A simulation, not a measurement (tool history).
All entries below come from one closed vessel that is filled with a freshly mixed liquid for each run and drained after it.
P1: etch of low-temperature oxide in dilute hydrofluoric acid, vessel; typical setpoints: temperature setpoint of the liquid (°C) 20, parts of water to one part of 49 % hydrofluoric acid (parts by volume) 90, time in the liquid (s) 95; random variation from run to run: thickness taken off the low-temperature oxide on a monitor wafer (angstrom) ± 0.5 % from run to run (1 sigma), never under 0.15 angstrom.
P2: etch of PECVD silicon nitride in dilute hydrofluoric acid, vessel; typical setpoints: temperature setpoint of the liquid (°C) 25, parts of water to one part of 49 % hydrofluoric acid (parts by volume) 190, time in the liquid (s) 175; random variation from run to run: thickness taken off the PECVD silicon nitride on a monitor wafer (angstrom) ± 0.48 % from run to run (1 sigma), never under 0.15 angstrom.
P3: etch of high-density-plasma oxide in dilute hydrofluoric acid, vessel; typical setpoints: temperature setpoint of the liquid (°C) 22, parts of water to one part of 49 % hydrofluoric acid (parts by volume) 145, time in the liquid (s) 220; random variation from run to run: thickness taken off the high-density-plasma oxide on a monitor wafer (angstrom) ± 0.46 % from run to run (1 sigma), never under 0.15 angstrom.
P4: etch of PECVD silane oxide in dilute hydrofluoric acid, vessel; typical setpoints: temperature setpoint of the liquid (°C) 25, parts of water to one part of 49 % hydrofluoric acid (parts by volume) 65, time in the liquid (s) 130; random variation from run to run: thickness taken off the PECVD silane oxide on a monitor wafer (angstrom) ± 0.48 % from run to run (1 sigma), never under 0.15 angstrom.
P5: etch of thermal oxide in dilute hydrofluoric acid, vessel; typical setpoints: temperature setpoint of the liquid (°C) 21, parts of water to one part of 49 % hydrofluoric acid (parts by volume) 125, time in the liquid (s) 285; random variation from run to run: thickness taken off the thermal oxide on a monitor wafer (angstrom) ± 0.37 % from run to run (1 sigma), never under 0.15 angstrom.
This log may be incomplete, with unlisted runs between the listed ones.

| run | hour | process that ran | temperature setpoint of the liquid (°C) | parts of water to one part of 49 % hydrofluoric acid (parts by volume) | time in the liquid (s) | hours since the thermometer was replaced | hours since the hydrofluoric acid flow meter was replaced | thickness taken off the low-temperature oxide on a monitor wafer (angstrom) | thickness taken off the thermal oxide on a monitor wafer (angstrom) | thickness taken off the PECVD silane oxide on a monitor wafer (angstrom) | thickness taken off the PECVD silicon nitride on a monitor wafer (angstrom) | thickness taken off the high-density-plasma oxide on a monitor wafer (angstrom) |
|---|---|---|---|---|---|---|---|---|---|---|---|---|
| 1 | 7.3 | P1 | 20 | 90 | 95 | 1438.4 | 1264.1 | 265.24 |  |  |  |  |
| 2 | 15.9 | P1 | 20 | 20 | 95 | 1447 | 1272.7 | 1314 |  |  |  |  |
| 3 | 24.4 | P5 | 21 | 125 | 285 | 1455.5 | 1281.2 |  | 88.921 |  |  |  |
| 4 | 30.3 | P1 | 20 | 155 | 95 | 1461.4 | 1287.1 | 144.15 |  |  |  |  |
| 5 | 38.1 | P4 | 31.5 | 65 | 130 | 1469.2 | 1294.9 |  |  | 630.14 |  |  |
|  | 42.5 | thermometer replaced |
| 6 | 49.9 | P2 | 25 | 190 | 65 | 7.4 | 1306.7 |  |  |  | 20.934 |  |
| 7 | 60.7 | P3 | 22 | 145 | 220 | 18.2 | 1317.5 |  |  |  |  | 116.11 |
| 8 | 68.2 | P5 | 21 | 125 | 510 | 25.7 | 1325 |  | 159.72 |  |  |  |
| 9 | 75.6 | P4 | 25 | 65 | 130 | 33.1 | 1332.4 |  |  | 491.59 |  |  |
| 10 | 83.7 | P3 | 22 | 45 | 220 | 41.2 | 1340.5 |  |  |  |  | 418.16 |
| 11 | 91.5 | P1 | 20 | 90 | 95 | 49 | 1348.3 | 267.12 |  |  |  |  |
| 12 | 103.4 | P1 | 20 | 90 | 30 | 60.9 | 1360.2 | 84.625 |  |  |  |  |
| 13 | 115 | P2 | 25 | 260 | 175 | 72.5 | 1371.8 |  |  |  | 40.76 |  |
| 14 | 126.2 | P1 | 20 | 90 | 165 | 83.7 | 1383 | 462.13 |  |  |  |  |
| 15 | 133.4 | P5 | 21 | 75 | 285 | 90.9 | 1390.2 |  | 157.22 |  |  |  |
| 16 | 146.4 | P1 | 20 | 90 | 95 | 103.9 | 1403.2 | 267.35 |  |  |  |  |
| 17 | 157 | P1 | 17 | 90 | 95 | 114.5 | 1413.8 | 234.68 |  |  |  |  |
| 18 | 167.7 | P4 | 25 | 65 | 205 | 125.2 | 1424.5 |  |  | 774.35 |  |  |
| 19 | 178.6 | P1 | 17 | 90 | 175 | 136.1 | 1435.4 | 436.57 |  |  |  |  |
| 20 | 189.2 | P3 | 22 | 145 | 95 | 146.7 | 1446 |  |  |  |  | 49.942 |
| 21 | 198.3 | P3 | 29 | 145 | 220 | 155.8 | 1455.1 |  |  |  |  | 149.91 |
| 22 | 207.8 | P2 | 25 | 190 | 175 | 165.3 | 1464.6 |  |  |  | 55.68 |  |
| 23 | 216.5 | P1 | 20 | 90 | 95 | 174 | 1473.3 | 267.77 |  |  |  |  |
| 24 | 228.6 | P1 | 20 | 90 | 95 | 186.1 | 1485.4 | 270.45 |  |  |  |  |
| 25 | 236.4 | P5 | 28 | 125 | 285 | 193.9 | 1493.2 |  | 116.84 |  |  |  |

Run 26 has not been measured yet. What should we expect?
| 26 | 244.7 | P3 | 22 | 145 | 220 | 202.2 | 1501.5 |  |  |  |  | ? |

{"run 26": {"thickness taken off the high-density-plasma oxide on a monitor wafer (angstrom)": 115.36}}
